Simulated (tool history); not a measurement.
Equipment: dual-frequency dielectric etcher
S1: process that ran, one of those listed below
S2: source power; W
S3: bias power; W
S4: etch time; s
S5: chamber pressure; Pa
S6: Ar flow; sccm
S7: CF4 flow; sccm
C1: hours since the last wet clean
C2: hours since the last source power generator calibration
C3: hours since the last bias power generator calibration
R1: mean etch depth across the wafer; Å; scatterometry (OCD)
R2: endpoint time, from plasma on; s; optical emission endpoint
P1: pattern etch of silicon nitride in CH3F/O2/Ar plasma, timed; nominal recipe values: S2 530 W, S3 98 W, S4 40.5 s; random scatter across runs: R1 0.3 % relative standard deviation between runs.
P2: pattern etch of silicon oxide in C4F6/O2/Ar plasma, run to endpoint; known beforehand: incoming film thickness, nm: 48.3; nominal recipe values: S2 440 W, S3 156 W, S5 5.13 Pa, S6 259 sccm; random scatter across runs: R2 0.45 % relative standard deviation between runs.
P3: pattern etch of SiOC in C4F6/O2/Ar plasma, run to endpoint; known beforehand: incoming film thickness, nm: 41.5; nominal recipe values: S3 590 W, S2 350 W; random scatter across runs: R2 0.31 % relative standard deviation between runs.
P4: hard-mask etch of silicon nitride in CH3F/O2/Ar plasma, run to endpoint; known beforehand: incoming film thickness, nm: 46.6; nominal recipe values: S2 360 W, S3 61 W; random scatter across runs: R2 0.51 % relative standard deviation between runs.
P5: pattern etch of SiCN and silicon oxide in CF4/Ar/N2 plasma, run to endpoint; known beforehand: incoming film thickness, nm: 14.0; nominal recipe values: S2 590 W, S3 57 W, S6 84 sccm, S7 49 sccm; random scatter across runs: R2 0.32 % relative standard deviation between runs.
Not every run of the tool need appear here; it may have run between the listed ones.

run   hour  S1   S2   S3    S4    S5   S6  S7     C1      C2      C3      R1      R2
  1   14.5  P1  530   98  40.5                   199  2039.6  1281.8  357.52
  2     30  P1  530   73  40.5                 214.5  2055.1  1297.3  324.27
  3   40.9  P2  440  156        5.13  259      225.4    2066  1308.2          15.751
  4   49.1  P1  530   98  51.5                 233.6  2074.2  1316.4  456.76
  5   65.5  P5  390   57               84  49    250  2090.6  1332.8          20.187
  6   77.3  P1  360   98    51                 261.8  2102.4  1344.6  389.53
  7   91.5  P1  310   98  40.5                   276  2116.6  1358.8     294
  8  109.4  P2  300  156        5.13  259      293.9  2134.5  1376.7          18.472
  9  118.8  P5  590   57               84  69  303.3  2143.9  1386.1          13.332
 10  127.7  P4  360   48                       312.2  2152.8    1395          78.792
 11  142.1  P1  530   98    29                 326.6  2167.2  1409.4  255.88
 12  151.2  P2  440  156         3.6  259      335.7  2176.3  1418.5          15.142
 13  163.7  P1  530   98  40.5                 348.2  2188.8    1431  358.65
 14  172.3  P1  530   98  40.5                 356.8  2197.4  1439.6  357.86
 15  187.9  P1  400  128  40.5                 372.4    2213  1455.2   355.8
 16  200.6  P3  210  590                       385.1  2225.7  1467.9          16.701
 17  210.6  P3  350  369                       395.1  2235.7  1477.9          16.506
 18  224.3  P5  590   57              102  49  408.8  2249.4  1491.6          14.557
 19  239.8  P4  450   61                       424.3  2264.9  1507.1          67.144
 20  251.6  P1  530   98  40.5                 436.1  2276.7  1518.9  357.67
 21    260  P1  650  127  40.5                 444.5  2285.1  1527.3  423.67
 22  273.5  P4  360   61                         458  2298.6  1540.8          73.661
 23  287.9  P3  350  590                       472.4    2313  1555.2          13.846
 24  302.5  P1  700   98  40.5                   487  2327.6  1569.8  395.22
 25  311.1  P2  440  156        5.13  324      495.6  2336.2  1578.4          16.178
 26  325.7  P4  360   61                       510.2  2350.8    1593          73.565
 27  340.5  P3  350  590                         525  2365.6  1607.8          13.909
 28  350.4  P1  530  129  40.5                 534.9  2375.5  1617.7  395.76
 29  363.1  P2  440  156        5.13  259      547.6  2388.2  1630.4          15.766
 30  380.2  P5  590   57               84  49  564.7  2405.3  1647.5          14.028
 31  390.4  P5  590   69               84  49  574.9  2415.5  1657.7          13.202
 32  400.2  P1  530   98  40.5                 584.7  2425.3  1667.5  357.15
 33  414.3  P2  440  128        5.13  259      598.8  2439.4  1681.6          16.751
 34    424  P1  530   98  40.5                 608.5  2449.1  1691.3  357.58
 35    434  P1  530   98  40.5                 618.5  2459.1  1701.3  360.66
 36  443.7  P1  530   98  40.5                 628.2  2468.8    1711  360.86
 37  456.9  P1  530   98  40.5                 641.4    2482  1724.2  362.02
 38  472.2  P1  530   98  40.5                 656.7  2497.3  1739.5  364.11
 39    483  P1  530   98  40.5                 667.5  2508.1  1750.3  361.99
     494.5  -- wet clean of the chamber
 40  500.7  P1  530   98  40.5                   6.3  2525.8    1768  363.12
 41  512.7  P1  530   98  40.5                  18.3  2537.8    1780  363.66

The next listed run, before its measurement:
 42   521  P1  530  98  40.5              26.6  2546.1  1788.3   ?

Run 42 produced R1 363.04 Å.
